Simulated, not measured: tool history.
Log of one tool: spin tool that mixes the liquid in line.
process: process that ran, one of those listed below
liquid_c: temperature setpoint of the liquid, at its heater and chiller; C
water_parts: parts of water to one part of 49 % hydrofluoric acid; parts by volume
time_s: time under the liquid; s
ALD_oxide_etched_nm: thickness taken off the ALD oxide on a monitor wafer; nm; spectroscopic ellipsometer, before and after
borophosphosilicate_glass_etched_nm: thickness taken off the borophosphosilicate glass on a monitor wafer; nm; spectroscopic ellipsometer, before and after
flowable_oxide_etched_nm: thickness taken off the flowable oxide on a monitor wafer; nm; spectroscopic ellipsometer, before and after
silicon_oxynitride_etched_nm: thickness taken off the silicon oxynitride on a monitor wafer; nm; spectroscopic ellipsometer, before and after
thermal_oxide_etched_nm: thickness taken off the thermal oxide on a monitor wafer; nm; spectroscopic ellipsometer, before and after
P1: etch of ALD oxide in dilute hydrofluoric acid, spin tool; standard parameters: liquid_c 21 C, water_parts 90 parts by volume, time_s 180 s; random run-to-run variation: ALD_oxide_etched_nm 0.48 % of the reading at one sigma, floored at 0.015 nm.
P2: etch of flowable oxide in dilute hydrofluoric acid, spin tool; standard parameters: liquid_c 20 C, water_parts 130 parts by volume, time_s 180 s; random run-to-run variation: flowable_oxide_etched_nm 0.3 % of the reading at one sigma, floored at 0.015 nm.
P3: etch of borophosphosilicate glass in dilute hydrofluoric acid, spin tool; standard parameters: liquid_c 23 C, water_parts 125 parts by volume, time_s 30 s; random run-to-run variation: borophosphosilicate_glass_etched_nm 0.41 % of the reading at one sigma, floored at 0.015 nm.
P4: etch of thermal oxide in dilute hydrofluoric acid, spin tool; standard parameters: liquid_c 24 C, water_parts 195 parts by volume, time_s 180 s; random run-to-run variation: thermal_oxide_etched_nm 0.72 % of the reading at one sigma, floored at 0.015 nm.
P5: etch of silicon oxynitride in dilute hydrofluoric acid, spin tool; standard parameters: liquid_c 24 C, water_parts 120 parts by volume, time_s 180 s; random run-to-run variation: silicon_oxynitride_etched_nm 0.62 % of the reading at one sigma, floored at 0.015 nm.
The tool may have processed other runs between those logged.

| run | day | process | liquid_c | water_parts | time_s | hours since the thermometer was replaced | hours since the hydrofluoric acid flow meter was replaced | ALD_oxide_etched_nm | borophosphosilicate_glass_etched_nm | flowable_oxide_etched_nm | silicon_oxynitride_etched_nm | thermal_oxide_etched_nm |
|---|---|---|---|---|---|---|---|---|---|---|---|---|
| 1 | 0.246 | P1 | 21 | 90 | 180 | 507.8 | 1116.4 | 27.946 |  |  |  |  |
| 2 | 0.458 | P1 | 21 | 90 | 180 | 512.9 | 1121.5 | 27.787 |  |  |  |  |
| 3 | 0.592 | P1 | 21 | 90 | 180 | 516.1 | 1124.7 | 27.718 |  |  |  |  |
| 4 | 0.833 | P1 | 21 | 160 | 180 | 521.9 | 1130.5 | 14.512 |  |  |  |  |
| 5 | 0.954 | P1 | 21 | 90 | 25 | 524.8 | 1133.4 | 3.8587 |  |  |  |  |
| 6 | 1.192 | P3 | 19 | 125 | 30 | 530.5 | 1139.1 |  | 12.729 |  |  |  |
| 7 | 1.317 | P2 | 20 | 130 | 180 | 533.5 | 1142.1 |  |  | 29.537 |  |  |
| 8 | 1.454 | P5 | 24 | 120 | 260 | 536.8 | 1145.4 |  |  |  | 5.9842 |  |
| 9 | 1.654 | P1 | 17 | 90 | 180 | 541.6 | 1150.2 | 23.397 |  |  |  |  |
| 10 | 1.788 | P5 | 24 | 120 | 180 | 544.8 | 1153.4 |  |  |  | 4.1694 |  |
| 11 | 1.983 | P4 | 24 | 195 | 180 | 549.5 | 1158.1 |  |  |  |  | 3.5574 |
| 12 | 2.121 | P4 | 24 | 350 | 180 | 552.8 | 1161.4 |  |  |  |  | 1.6976 |
| 13 | 2.379 | P2 | 20 | 215 | 180 | 559 | 1167.6 |  |  | 16.357 |  |  |
| 14 | 2.604 | P1 | 21 | 50 | 180 | 564.4 | 1173 | 52.115 |  |  |  |  |
| 15 | 2.725 | P1 | 28 | 90 | 180 | 567.3 | 1175.9 | 36.736 |  |  |  |  |
| 16 | 2.858 | P2 | 20 | 130 | 180 | 570.5 | 1179.1 |  |  | 29.376 |  |  |
| 17 | 3.083 | P2 | 17 | 130 | 180 | 575.9 | 1184.5 |  |  | 26.21 |  |  |
| 18 | 3.308 | P5 | 24 | 120 | 180 | 581.3 | 1189.9 |  |  |  | 4.0767 |  |
| 19 | 3.542 | P3 | 23 | 125 | 50 | 586.9 | 1195.5 |  | 24.635 |  |  |  |
| 20 | 3.721 | P4 | 32 | 195 | 180 | 591.2 | 1199.8 |  |  |  |  | 4.8124 |
| 21 | 3.854 | P3 | 23 | 125 | 30 | 594.4 | 1203 |  | 14.749 |  |  |  |
| 22 | 3.983 | P5 | 24 | 175 | 180 | 597.5 | 1206.1 |  |  |  | 2.7116 |  |
| 23 | 4.217 | P4 | 24 | 195 | 60 | 603.1 | 1211.7 |  |  |  |  | 1.1966 |
| 24 | 4.483 | P1 | 21 | 90 | 355 | 609.5 | 1218.1 | 54.914 |  |  |  |  |
| 25 | 4.608 | P1 | 21 | 90 | 180 | 612.5 | 1221.1 | 27.884 |  |  |  |  |
| 26 | 4.846 | P3 | 23 | 125 | 30 | 618.2 | 1226.8 |  | 14.911 |  |  |  |
| 27 | 4.996 | P1 | 21 | 130 | 315 | 621.8 | 1230.4 | 32.129 |  |  |  |  |
| 28 | 5.242 | P5 | 20.5 | 120 | 180 | 627.7 | 1236.3 |  |  |  | 3.4606 |  |
| 29 | 5.446 | P3 | 23 | 25 | 30 | 632.6 | 1241.2 |  | 83.69 |  |  |  |
| 30 | 5.629 | P2 | 20 | 130 | 15 | 637 | 1245.6 |  |  | 2.461 |  |  |
| 31 | 5.771 | P4 | 24 | 195 | 180 | 640.4 | 1249 |  |  |  |  | 3.5715 |
| 32 | 5.967 | P1 | 21 | 90 | 180 | 645.1 | 1253.7 | 28.003 |  |  |  |  |
| 33 | 6.108 | P1 | 21 | 90 | 180 | 648.5 | 1257.1 | 27.761 |  |  |  |  |
| 34 | 6.262 | P1 | 21 | 90 | 180 | 652.2 | 1260.8 | 26.823 |  |  |  |  |
| 35 | 6.438 | P1 | 21 | 90 | 180 | 656.4 | 1265 | 26.236 |  |  |  |  |
| 36 | 6.621 | P1 | 21 | 90 | 180 | 660.8 | 1269.4 | 25.821 |  |  |  |  |
| 37 | 6.804 | P1 | 21 | 90 | 180 | 665.2 | 1273.8 | 25.579 |  |  |  |  |
| 38 | 6.938 | P1 | 21 | 90 | 180 | 668.4 | 1277 | 25.462 |  |  |  |  |
| 39 | 7.158 | P1 | 21 | 90 | 180 | 673.7 | 1282.3 | 25.712 |  |  |  |  |
| 40 | 7.325 | P1 | 21 | 90 | 180 | 677.7 | 1286.3 | 25.387 |  |  |  |  |

P1 has crept away from where it was. The log is fitted equally well by each of these 2 causes, at the sizes shown:
A: hydrofluoric acid flow below the setpoint (%) = 7.21
B: liquid colder than its thermometer reads (K) = 2.01
The process output started creeping at around day 6.108.

Consider the 4 check runs below, whose results appear as question marks and each of which averages 5 wafers. Which one distinguishes the causes, in that each cause would give it a clearly different result?
| check 1 | 7.492 | P3 | 19.5 | 85 | 30 |  |  |  | ? |  |  |  |
| check 2 | 7.492 | P5 | 24 | 165 | 180 |  |  |  |  |  | ? |  |
| check 3 | 7.492 | P4 | 30.5 | 310 | 180 |  |  |  |  |  |  | ? |
| check 4 | 7.492 | P2 | 17 | 130 | 45 |  |  |  |  | ? |  |  |

What every check run would give for each of its results, assuming each possible cause in turn:
| check | result | if A | if B |
|---|---|---|---|
| check 1 | borophosphosilicate_glass_etched_nm | 18.268 | 18.227 |
| check 2 | silicon_oxynitride_etched_nm | 2.6645 | 2.6444 |
| check 3 | thermal_oxide_etched_nm | 2.2541 | 2.3373 |
| check 4 | flowable_oxide_etched_nm | 5.9968 | 6.0009 |
Gap, in per cent, between the two causes that each check separates least, read from the result that separates them most: check 1 0.23 %; check 2 0.76 %; check 3 3.63 %; check 4 0.07 %
The other checks would show nearly matching results whichever cause is true, so check 3 is the only one that separates the causes.

With check 3 done, the readings were: thermal_oxide_etched_nm 2.3479 nm. Identify which of the listed causes applies.

The cause is B: liquid colder than its thermometer reads (K).
